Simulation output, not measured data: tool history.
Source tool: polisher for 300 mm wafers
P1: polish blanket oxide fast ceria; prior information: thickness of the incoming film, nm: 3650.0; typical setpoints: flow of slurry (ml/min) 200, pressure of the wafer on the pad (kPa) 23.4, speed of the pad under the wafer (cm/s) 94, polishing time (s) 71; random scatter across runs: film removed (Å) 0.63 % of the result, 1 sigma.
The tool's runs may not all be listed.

run     day  flow of slurry (ml/min)  pressure of the wafer on the pad (kPa)  speed of the pad under the wafer (cm/s)  polishing time (s)  wafers polished on this pad  hours since the slurry nozzle was cleaned  hours since the head pressure was calibrated  film removed (Å)
  1   0.371                      200                                    23.4                                       94                  71                          560                                      143.0                                         324.0           13325.0
  2   1.021                      200                                    23.4                                      130                  71                          758                                      158.6                                         339.6           18423.0
      1.183  -- worn pad replaced by a new one
  3   1.429                      200                                    14.5                                       94                  71                           74                                      168.4                                         349.4            8298.2
  4   1.821                      200                                    23.4                                       94                 107                          193                                      177.8                                         358.8           19978.0
  5   2.392                      200                                    33.8                                       94                  71                          366                                      191.5                                         372.5           19069.0
  6   2.846                      200                                    23.4                                       94                  71                          504                                      202.4                                         383.4           13384.0
  7   3.438                      200                                    23.4                                       94                  71                          683                                      216.6                                         397.6           13388.0
      4.008  -- head pressure recalibrated
  8   4.146                      200                                    23.4                                       94                  71                          898                                      233.6                                           3.4           13341.0
  9   4.721                      305                                    23.4                                       94                  71                         1072                                      247.4                                          17.2           13886.0
 10   5.350                      265                                    23.4                                       94                  32                         1263                                      262.5                                          32.3            6216.8
 11   5.950                      200                                    23.4                                       42                  71                         1445                                      276.9                                          46.7            5933.7
 12   6.692                      200                                    23.4                                       94                  71                         1670                                      294.7                                          64.5           13297.0
 13   7.258                      200                                    23.4                                       94                  32                         1842                                      308.3                                          78.1            6012.7
 14   7.767                      200                                    23.4                                       94                  71                         1996                                      320.5                                          90.3           13514.0
 15   8.412                      200                                    23.4                                       94                  71                         2192                                      336.0                                         105.8           13457.0
 16   9.196                      120                                    23.4                                       94                  71                         2430                                      354.8                                         124.6           12227.0
 17   9.962                      200                                    23.4                                       94                  71                         2662                                      373.2                                         143.0           13452.0
 18  10.708                      200                                    23.4                                       94                  71                         2888                                      391.1                                         160.9           13178.0
 19  11.404                      200                                    23.4                                       94                  71                         3099                                      407.8                                         177.6           13051.0
 20  11.958                      200                                    23.4                                       94                  71                         3267                                      421.1                                         190.9           12900.0
 21  12.488                      200                                    23.4                                       94                  71                         3428                                      433.8                                         203.6           12917.0
     12.725  -- worn pad replaced by a new one
 22  13.008                      200                                    23.4                                       94                  71                           86                                      446.3                                         216.1           12817.0
 23  13.692                      200                                    23.4                                       94                  71                          293                                      462.7                                         232.5           12776.0
 24  14.417                      200                                    23.4                                       94                  71                          513                                      480.1                                         249.9           12663.0

What does the tool deliver on the next run?
 25  15.171                      200                                    23.4                                       94                  71                          741                                      498.2                                         268.0                 ?

{"run 25": {"film removed (Å)": 12599.0}}
